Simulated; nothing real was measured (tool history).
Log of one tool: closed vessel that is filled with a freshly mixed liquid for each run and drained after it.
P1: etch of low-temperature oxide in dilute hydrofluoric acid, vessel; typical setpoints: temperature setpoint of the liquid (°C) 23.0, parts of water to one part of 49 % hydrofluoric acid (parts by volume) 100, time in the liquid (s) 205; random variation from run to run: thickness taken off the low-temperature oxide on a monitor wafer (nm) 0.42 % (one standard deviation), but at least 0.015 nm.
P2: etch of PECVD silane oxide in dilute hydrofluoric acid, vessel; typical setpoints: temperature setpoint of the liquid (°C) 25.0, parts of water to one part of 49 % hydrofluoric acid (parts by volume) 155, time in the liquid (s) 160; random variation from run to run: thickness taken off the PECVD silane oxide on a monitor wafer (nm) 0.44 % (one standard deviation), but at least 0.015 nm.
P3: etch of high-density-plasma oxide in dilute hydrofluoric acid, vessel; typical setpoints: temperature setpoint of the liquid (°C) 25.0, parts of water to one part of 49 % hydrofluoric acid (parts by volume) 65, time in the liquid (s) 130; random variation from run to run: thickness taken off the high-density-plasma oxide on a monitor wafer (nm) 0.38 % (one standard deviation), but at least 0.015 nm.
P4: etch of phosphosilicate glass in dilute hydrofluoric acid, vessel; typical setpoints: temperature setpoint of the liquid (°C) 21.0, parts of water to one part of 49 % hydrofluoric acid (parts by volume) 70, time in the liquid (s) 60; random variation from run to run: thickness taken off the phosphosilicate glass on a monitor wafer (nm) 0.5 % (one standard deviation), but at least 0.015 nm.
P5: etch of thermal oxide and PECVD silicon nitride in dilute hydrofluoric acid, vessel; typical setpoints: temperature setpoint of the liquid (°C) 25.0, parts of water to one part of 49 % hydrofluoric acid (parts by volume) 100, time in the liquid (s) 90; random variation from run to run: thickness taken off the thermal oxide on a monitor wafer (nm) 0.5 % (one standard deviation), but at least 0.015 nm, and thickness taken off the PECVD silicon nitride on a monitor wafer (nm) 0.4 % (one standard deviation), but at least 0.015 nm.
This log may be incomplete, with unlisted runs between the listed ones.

run   hour  process that ran  temperature setpoint of the liquid (°C)  parts of water to one part of 49 % hydrofluoric acid (parts by volume)  time in the liquid (s)  hours since the thermometer was replaced  hours since the hydrofluoric acid flow meter was replaced  thickness taken off the low-temperature oxide on a monitor wafer (nm)  thickness taken off the PECVD silane oxide on a monitor wafer (nm)  thickness taken off the phosphosilicate glass on a monitor wafer (nm)  thickness taken off the high-density-plasma oxide on a monitor wafer (nm)  thickness taken off the thermal oxide on a monitor wafer (nm)  thickness taken off the PECVD silicon nitride on a monitor wafer (nm)
  1    2.9                P1                                     23.0                                                                     100                     205                                     155.9                                                     1327.7                                                                36.0460
  2    6.2                P2                                     17.0                                                                     155                     160                                     159.2                                                     1331.0                                                                                                                                    16.4900
  3   12.1                P1                                     28.5                                                                     100                     205                                     165.1                                                     1336.9                                                                44.9960
  4   18.5                P4                                     21.0                                                                      70                      60                                     171.5                                                     1343.3                                                                                                                                                                                                            90.894
  5   23.0                P1                                     29.5                                                                      30                     205                                     176.0                                                     1347.8                                                               172.1600
  6   27.7                P3                                     18.0                                                                      65                     130                                     180.7                                                     1352.5                                                                                                                                                                                                                                                                                       8.1208
  7   32.8                P3                                     25.0                                                                     100                     130                                     185.8                                                     1357.6                                                                                                                                                                                                                                                                                       6.7622
  8   35.6                P1                                     23.0                                                                     100                     205                                     188.6                                                     1360.4                                                                36.1670
  9   39.6                P5                                     25.0                                                                      30                      90                                     192.6                                                     1364.4                                                                                                                                                                                                                                                                                                                                                     16.1790                                                                17.1680
 10   42.8                P1                                     23.0                                                                     100                     205                                     195.8                                                     1367.6                                                                36.0400
 11   48.1                P1                                     23.0                                                                     165                     205                                     201.1                                                     1372.9                                                                20.3920
 12   52.9                P2                                     25.0                                                                     155                      55                                     205.9                                                     1377.7                                                                                                                                     7.7313
 13   57.7                P1                                     23.0                                                                     100                     205                                     210.7                                                     1382.5                                                                36.0950
 14   60.9                P1                                     19.0                                                                     100                     205                                     213.9                                                     1385.7                                                                30.6600
 15   64.9                P5                                     25.0                                                                     100                      90                                     217.9                                                     1389.7                                                                                                                                                                                                                                                                                                                                                      4.4200                                                                 5.2406
 16   70.9                P1                                     23.0                                                                      50                     205                                     223.9                                                     1395.7                                                                77.1460
 17   74.3                P3                                     25.0                                                                      65                     130                                     227.3                                                     1399.1                                                                                                                                                                                                                                                                                      10.9170
 18   78.1                P5                                     29.5                                                                     100                      90                                     231.1                                                     1402.9                                                                                                                                                                                                                                                                                                                                                      5.2256                                                                 6.9487
 19   83.0                P5                                     25.0                                                                     100                      90                                     236.0                                                     1407.8                                                                                                                                                                                                                                                                                                                                                      4.4720                                                                 5.2465
 20   86.3                P4                                     26.5                                                                      70                      60                                     239.3                                                     1411.1                                                                                                                                                                                                           113.290
 21   89.5                P1                                     23.0                                                                     100                     205                                     242.5                                                     1414.3                                                                36.2500
 22   93.9                P2                                     25.0                                                                     155                     160                                     246.9                                                     1418.7                                                                                                                                    22.5300
 23   97.0                P2                                     25.0                                                                      85                     160                                     250.0                                                     1421.8                                                                                                                                    44.8960
 24  101.1                P1                                     23.0                                                                     100                     360                                     254.1                                                     1425.9                                                                63.4580
 25  105.7                P3                                     25.0                                                                      65                      30                                     258.7                                                     1430.5                                                                                                                                                                                                                                                                                       2.5298
 26  112.0                P1                                     23.0                                                                     100                      30                                     265.0                                                     1436.8                                                                 5.2697
 27  117.6                P1                                     23.0                                                                     100                     205                                     270.6                                                     1442.4                                                                36.0200
 28  123.5                P2                                     25.0                                                                     155                     160                                     276.5                                                     1448.3                                                                                                                                    22.5950
 29  126.9                P4                                     21.0                                                                      30                      60                                     279.9                                                     1451.7                                                                                                                                                                                                           222.450
 30  132.9                P1                                     27.5                                                                     150                     205                                     285.9                                                     1457.7                                                                27.0670
 31  137.5                P4                                     21.0                                                                      70                      90                                     290.5                                                     1462.3                                                                                                                                                                                                           135.470
 32  142.4                P5                                     25.0                                                                     100                     145                                     295.4                                                     1467.2                                                                                                                                                                                                                                                                                                                                                      7.2288                                                                 8.4574
 33  147.8                P1                                     23.0                                                                     100                     205                                     300.8                                                     1472.6                                                                36.2870
 34  153.0                P1                                     23.0                                                                     100                     205                                     306.0                                                     1477.8                                                                36.9180
 35  159.1                P1                                     23.0                                                                     100                     205                                     312.1                                                     1483.9                                                                38.1760
 36  164.6                P1                                     23.0                                                                     100                     205                                     317.6                                                     1489.4                                                                38.6580
 37  167.5                P1                                     23.0                                                                     100                     205                                     320.5                                                     1492.3                                                                38.8640
 38  173.3                P1                                     23.0                                                                     100                     205                                     326.3                                                     1498.1                                                                38.7950
 39  177.1                P1                                     23.0                                                                     100                     205                                     330.1                                                     1501.9                                                                39.2350
 40  181.1                P1                                     23.0                                                                     100                     205                                     334.1                                                     1505.9                                                                39.3700
 41  186.2                P1                                     23.0                                                                     100                     205                                     339.2                                                     1511.0                                                                39.3480
 42  189.2                P1                                     23.0                                                                     100                     205                                     342.2                                                     1514.0                                                                39.1920
 43  194.4                P1                                     23.0                                                                     100                     205                                     347.4                                                     1519.2                                                                39.3800

P1 has crept away from where it was. The log is fitted equally well by each of these 2 causes, at the sizes shown:
A: hydrofluoric acid flow above the setpoint (%) = 7.57
B: liquid hotter than its thermometer reads (K) = 2.06
The onset of the drift is placed at about hour 147.8.

Below are 4 check runs, each on a single wafer, with their results shown as question marks. Which of them would tell the listed causes apart, meaning the causes would give clearly different results under it?
check 1  199.6                P4                                     21.0                                                                      70                      60                                                                                                                                                                                                                                                                                                                      ?
check 2  199.6                P5                                     25.0                                                                     100                      90                                                                                                                                                                                                                                                                                                                                                                                                                                                                ?                                                                      ?
check 3  199.6                P2                                     25.0                                                                     155                     160                                                                                                                                                                                                                                               ?
check 4  199.6                P3                                     25.0                                                                      65                     130                                                                                                                                                                                                                                                                                                                                                                                                 ?

Predicted outcomes, by check and by cause:
  check                                                                     result     if A     if B
check 1      thickness taken off the phosphosilicate glass on a monitor wafer (nm)   98.597   99.180
check 2              thickness taken off the thermal oxide on a monitor wafer (nm)   4.8125   4.8039
check 2      thickness taken off the PECVD silicon nitride on a monitor wafer (nm)   5.6268   5.9824
check 3         thickness taken off the PECVD silane oxide on a monitor wafer (nm)  24.6260  24.4080
check 4  thickness taken off the high-density-plasma oxide on a monitor wafer (nm)  11.8180  11.8580
Per-check spread between the two closest causes, in the result where they differ most: check 1 0.59 %; check 2 6.13 %; check 3 0.89 %; check 4 0.34 %
Only check 2 tells the causes apart: in the others they would give nearly the same result.

After running check 2, the following was obtained: thickness taken off the thermal oxide on a monitor wafer (nm) 4.7581; thickness taken off the PECVD silicon nitride on a monitor wafer (nm) 5.6284. Which cause does this point to?

A is the cause: hydrofluoric acid flow above the setpoint (%).

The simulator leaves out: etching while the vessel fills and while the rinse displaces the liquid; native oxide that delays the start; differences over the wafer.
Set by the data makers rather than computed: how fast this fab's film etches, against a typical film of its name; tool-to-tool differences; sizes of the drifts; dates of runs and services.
